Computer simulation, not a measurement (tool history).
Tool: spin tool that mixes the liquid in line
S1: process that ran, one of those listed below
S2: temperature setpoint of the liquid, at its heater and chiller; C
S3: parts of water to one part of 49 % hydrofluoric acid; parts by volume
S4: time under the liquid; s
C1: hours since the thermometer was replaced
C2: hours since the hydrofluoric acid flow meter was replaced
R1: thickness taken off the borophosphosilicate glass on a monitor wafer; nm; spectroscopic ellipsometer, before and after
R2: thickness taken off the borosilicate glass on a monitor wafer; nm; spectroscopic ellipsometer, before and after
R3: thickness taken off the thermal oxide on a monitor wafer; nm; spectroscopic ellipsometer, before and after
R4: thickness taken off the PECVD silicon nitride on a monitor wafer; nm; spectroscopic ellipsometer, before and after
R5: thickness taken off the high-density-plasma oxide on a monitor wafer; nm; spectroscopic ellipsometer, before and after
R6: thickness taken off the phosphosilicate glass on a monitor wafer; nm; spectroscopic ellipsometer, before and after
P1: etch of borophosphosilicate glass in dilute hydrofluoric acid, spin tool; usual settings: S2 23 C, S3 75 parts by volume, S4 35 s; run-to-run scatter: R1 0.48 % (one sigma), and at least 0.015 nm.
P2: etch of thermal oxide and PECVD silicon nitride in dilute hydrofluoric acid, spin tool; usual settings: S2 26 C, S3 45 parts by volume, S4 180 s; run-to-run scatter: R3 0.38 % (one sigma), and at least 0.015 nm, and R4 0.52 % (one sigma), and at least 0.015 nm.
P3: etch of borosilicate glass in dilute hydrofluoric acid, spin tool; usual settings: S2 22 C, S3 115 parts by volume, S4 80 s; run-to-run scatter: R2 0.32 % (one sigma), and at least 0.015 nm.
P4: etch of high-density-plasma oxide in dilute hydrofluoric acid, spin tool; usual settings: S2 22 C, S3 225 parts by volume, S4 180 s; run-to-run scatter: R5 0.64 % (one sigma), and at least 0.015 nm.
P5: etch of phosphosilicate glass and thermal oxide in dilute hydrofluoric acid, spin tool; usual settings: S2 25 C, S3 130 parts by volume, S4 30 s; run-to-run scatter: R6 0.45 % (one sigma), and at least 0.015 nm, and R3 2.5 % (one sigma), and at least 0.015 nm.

{"run": 1, "hour": 6.6, "S1": "P1", "S2": 23, "S3": 75, "S4": 35, "C1": 309.7, "C2": 1090.2, "R1": 22.815}
{"run": 2, "hour": 12.3, "S1": "P3", "S2": 22, "S3": 115, "S4": 80, "C1": 315.4, "C2": 1095.9, "R2": 32.422}
{"run": 3, "hour": 19.4, "S1": "P2", "S2": 26, "S3": 45, "S4": 180, "C1": 322.5, "C2": 1103, "R3": 21.772, "R4": 11.404}
{"run": 4, "hour": 25.6, "S1": "P1", "S2": 23, "S3": 130, "S4": 15, "C1": 328.7, "C2": 1109.2, "R1": 5.3319}
{"run": 5, "hour": 30.3, "S1": "P4", "S2": 22, "S3": 225, "S4": 180, "C1": 333.4, "C2": 1113.9, "R5": 3.3159}
{"run": 6, "hour": 35.6, "S1": "P1", "S2": 23, "S3": 25, "S4": 65, "C1": 338.7, "C2": 1119.2, "R1": 134.65}
{"run": 7, "hour": 40.9, "S1": "P2", "S2": 26, "S3": 30, "S4": 180, "C1": 344, "C2": 1124.5, "R3": 33.359, "R4": 16.747}
{"run": 8, "hour": 45.7, "S1": "P1", "S2": 17, "S3": 75, "S4": 35, "C1": 348.8, "C2": 1129.3, "R1": 17.775}
{"run": 9, "hour": 52.3, "S1": "P4", "S2": 17, "S3": 225, "S4": 180, "C1": 355.4, "C2": 1135.9, "R5": 2.7732}
{"run": 10, "hour": 57.6, "S1": "P1", "S2": 23, "S3": 75, "S4": 70, "C1": 360.7, "C2": 1141.2, "R1": 45.717}
{"run": 11, "hour": 63.1, "S1": "P4", "S2": 22, "S3": 225, "S4": 330, "C1": 366.2, "C2": 1146.7, "R5": 6.1094}
{"run": 12, "hour": 69.3, "S1": "P1", "S2": 23, "S3": 75, "S4": 35, "C1": 372.4, "C2": 1152.9, "R1": 22.913}
{"run": 13, "hour": 73.1, "S1": "P3", "S2": 22, "S3": 115, "S4": 80, "C1": 376.2, "C2": 1156.7, "R2": 32.18}
{"run": 14, "hour": 78.7, "S1": "P5", "S2": 25, "S3": 130, "S4": 30, "C1": 381.8, "C2": 1162.3, "R3": 1.1063, "R6": 13.847}
{"run": 15, "hour": 82.5, "S1": "P5", "S2": 18, "S3": 130, "S4": 30, "C1": 385.6, "C2": 1166.1, "R3": 0.8344, "R6": 10.416}
{"run": 16, "hour": 90.8, "S1": "P1", "S2": 23, "S3": 105, "S4": 35, "C1": 393.9, "C2": 1174.4, "R1": 15.874}
{"run": 17, "hour": 97.0, "S1": "P3", "S2": 22, "S3": 115, "S4": 145, "C1": 400.1, "C2": 1180.6, "R2": 58.239}
{"run": 18, "hour": 101.6, "S1": "P4", "S2": 22, "S3": 55, "S4": 180, "C1": 404.7, "C2": 1185.2, "R5": 16.618}
{"run": 19, "hour": 109.1, "S1": "P5", "S2": 25, "S3": 130, "S4": 50, "C1": 412.2, "C2": 1192.7, "R3": 1.8367, "R6": 23.168}
{"run": 20, "hour": 113.3, "S1": "P2", "S2": 26, "S3": 45, "S4": 15, "C1": 416.4, "C2": 1196.9, "R3": 1.7794, "R4": 0.92655}
{"run": 21, "hour": 117.3, "S1": "P1", "S2": 29.5, "S3": 75, "S4": 35, "C1": 420.4, "C2": 1200.9, "R1": 29.47}
{"run": 22, "hour": 124.1, "S1": "P1", "S2": 23, "S3": 40, "S4": 35, "C1": 427.2, "C2": 1207.7, "R1": 44.675}
{"run": 23, "hour": 129.2, "S1": "P2", "S2": 18.5, "S3": 45, "S4": 180, "C1": 432.3, "C2": 1212.8, "R3": 15.827, "R4": 6.7775}
{"run": 24, "hour": 133.4, "S1": "P5", "S2": 25, "S3": 180, "S4": 30, "C1": 436.5, "C2": 1217, "R3": 0.70575, "R6": 9.4259}
{"run": 25, "hour": 139.9, "S1": "P5", "S2": 25, "S3": 130, "S4": 30, "C1": 443, "C2": 1223.5, "R3": 1.1521, "R6": 13.829}
{"run": 26, "hour": 146.1, "S1": "P3", "S2": 22, "S3": 20, "S4": 80, "C1": 449.2, "C2": 1229.7, "R2": 208.2}

The next listed run, before its measurement:
{"run": 27, "hour": 153.4, "S1": "P3", "S2": 28, "S3": 115, "S4": 80, "C1": 456.5, "C2": 1237, "R2": "?"}

Run 27 gave R2 40.601 nm.
